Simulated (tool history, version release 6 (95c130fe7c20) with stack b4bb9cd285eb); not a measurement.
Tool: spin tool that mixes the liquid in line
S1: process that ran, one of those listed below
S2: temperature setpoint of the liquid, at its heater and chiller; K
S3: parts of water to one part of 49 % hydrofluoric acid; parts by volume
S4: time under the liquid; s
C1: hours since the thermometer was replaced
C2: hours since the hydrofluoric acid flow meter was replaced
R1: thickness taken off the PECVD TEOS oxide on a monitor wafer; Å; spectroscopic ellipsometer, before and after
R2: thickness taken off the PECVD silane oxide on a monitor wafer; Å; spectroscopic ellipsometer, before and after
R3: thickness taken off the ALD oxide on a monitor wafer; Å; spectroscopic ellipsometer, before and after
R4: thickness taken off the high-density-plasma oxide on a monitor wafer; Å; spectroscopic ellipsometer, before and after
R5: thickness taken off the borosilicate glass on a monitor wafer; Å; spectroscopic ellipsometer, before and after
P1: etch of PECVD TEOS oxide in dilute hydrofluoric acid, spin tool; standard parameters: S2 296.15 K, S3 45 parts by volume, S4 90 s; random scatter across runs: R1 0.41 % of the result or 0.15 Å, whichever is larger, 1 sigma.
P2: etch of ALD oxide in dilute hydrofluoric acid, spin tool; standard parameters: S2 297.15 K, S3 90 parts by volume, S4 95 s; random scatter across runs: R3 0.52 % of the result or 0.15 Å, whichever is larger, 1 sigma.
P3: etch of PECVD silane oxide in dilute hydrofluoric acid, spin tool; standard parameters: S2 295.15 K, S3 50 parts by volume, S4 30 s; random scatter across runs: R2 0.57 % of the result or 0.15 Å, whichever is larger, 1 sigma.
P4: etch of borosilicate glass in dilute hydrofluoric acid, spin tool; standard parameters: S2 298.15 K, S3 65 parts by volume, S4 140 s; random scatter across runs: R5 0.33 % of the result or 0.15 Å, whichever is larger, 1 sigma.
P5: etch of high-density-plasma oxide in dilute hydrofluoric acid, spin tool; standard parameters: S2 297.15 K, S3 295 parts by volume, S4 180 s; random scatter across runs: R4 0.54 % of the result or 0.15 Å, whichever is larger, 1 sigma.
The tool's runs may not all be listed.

run,hour,S1,S2,S3,S4,C1,C2,R1,R2,R3,R4,R5
1,10.3,P1,296.15,45,90,751.5,197.3,286.810,,,,
2,25.0,P3,295.15,85,30,766.2,212.0,,135.96,,,
3,40.0,P1,296.15,45,90,781.2,227.0,286.450,,,,
4,53.4,P2,297.15,90,50,794.6,240.4,,,75.882,,
5,64.4,P1,290.15,45,90,805.6,251.4,223.480,,,,
6,77.9,P3,303.15,50,30,819.1,264.9,,338.57,,,
7,87.7,P1,296.15,60,150,828.9,274.7,350.780,,,,
8,102.3,P2,297.15,160,95,843.5,289.3,,,74.663,,
9,113.1,P2,292.15,90,95,854.3,300.1,,,117.400,,
10,121.3,P1,296.15,45,90,862.5,308.3,287.050,,,,
11,134.8,P5,297.15,505,180,876.0,321.8,,,,19.681,
12,151.4,P1,301.65,45,90,892.6,338.4,358.020,,,,
13,168.9,P4,298.15,65,140,910.1,355.9,,,,,418.77
14,177.4,P4,298.15,65,220,918.6,364.4,,,,,653.99
15,192.4,P1,296.15,45,90,933.6,379.4,288.770,,,,
16,210.7,P4,298.15,30,140,951.9,397.7,,,,,948.28
17,226.6,P5,297.15,295,180,967.8,413.6,,,,40.499,
18,242.4,P1,296.15,75,90,983.6,429.4,166.440,,,,
19,255.6,P3,295.15,50,60,996.8,442.6,,486.25,,,
20,272.1,P1,296.15,45,160,1013.3,459.1,508.740,,,,
21,280.9,P5,301.65,295,180,1022.1,467.9,,,,47.121,
22,289.5,P5,297.15,295,300,1030.7,476.5,,,,67.709,
23,303.8,P2,297.15,90,95,1045.0,490.8,,,143.610,,
24,322.1,P1,296.15,45,25,1063.3,509.1,80.379,,,,
25,335.3,P1,296.15,20,90,1076.5,522.3,671.440,,,,
26,352.5,P3,295.15,50,30,1093.7,539.5,,242.71,,,
27,365.0,P1,296.15,45,90,1106.2,552.0,287.420,,,,
28,382.3,P4,298.15,65,140,1123.5,569.3,,,,,416.91
29,400.8,P4,305.15,65,140,1142.0,587.8,,,,,548.21
30,414.5,P1,296.15,45,90,1155.7,601.5,288.100,,,,
31,429.8,P1,296.15,45,90,1171.0,616.8,276.720,,,,
32,446.6,P1,296.15,45,90,1187.8,633.6,270.980,,,,
33,464.3,P1,296.15,45,90,1205.5,651.3,265.380,,,,
34,481.3,P1,296.15,45,90,1222.5,668.3,265.810,,,,
35,499.1,P1,296.15,45,90,1240.3,686.1,265.190,,,,
36,507.4,P1,296.15,45,90,1248.6,694.4,264.310,,,,
37,519.4,P1,296.15,45,90,1260.6,706.4,262.630,,,,
38,536.7,P1,296.15,45,90,1277.9,723.7,263.080,,,,

Something has made what P1 gives creep away from where it was; the 2 causes below, each at its own stated size, fit the log equally well:
A: liquid colder than its thermometer reads (K) = 2.11
B: hydrofluoric acid flow below the setpoint (%) = 8
The creep began at about hour 414.5.

Of the 4 check runs below, each run on 2 wafers with the results averaged and each result still a question mark, which one would tell the listed causes apart?
check 1,554.0,P2,297.15,90,95,,,,,?,,
check 2,554.0,P4,298.15,65,140,,,,,,,?
check 3,554.0,P3,295.15,50,30,,,,?,,,
check 4,554.0,P5,297.15,295,180,,,,,,?,

What every check run would give for each of its results, assuming each possible cause in turn:
check,result,if A,if B
check 1,R3,132.090,131.020
check 2,R5,382.73,380.84
check 3,R2,222.75,222.76
check 4,R4,37.666,36.419
How far apart the two closest causes lie, in the result that separates them most: check 1 0.81 %; check 2 0.5 %; check 3 0.01 %; check 4 3.37 %
The causes can be told apart only by check 4. The other checks would give nearly the same results under each of them.

Check 4 was carried out, with these results: R4 36.618 Å. Which of the listed causes is responsible?

Of the candidate causes, it is B: hydrofluoric acid flow below the setpoint (%).
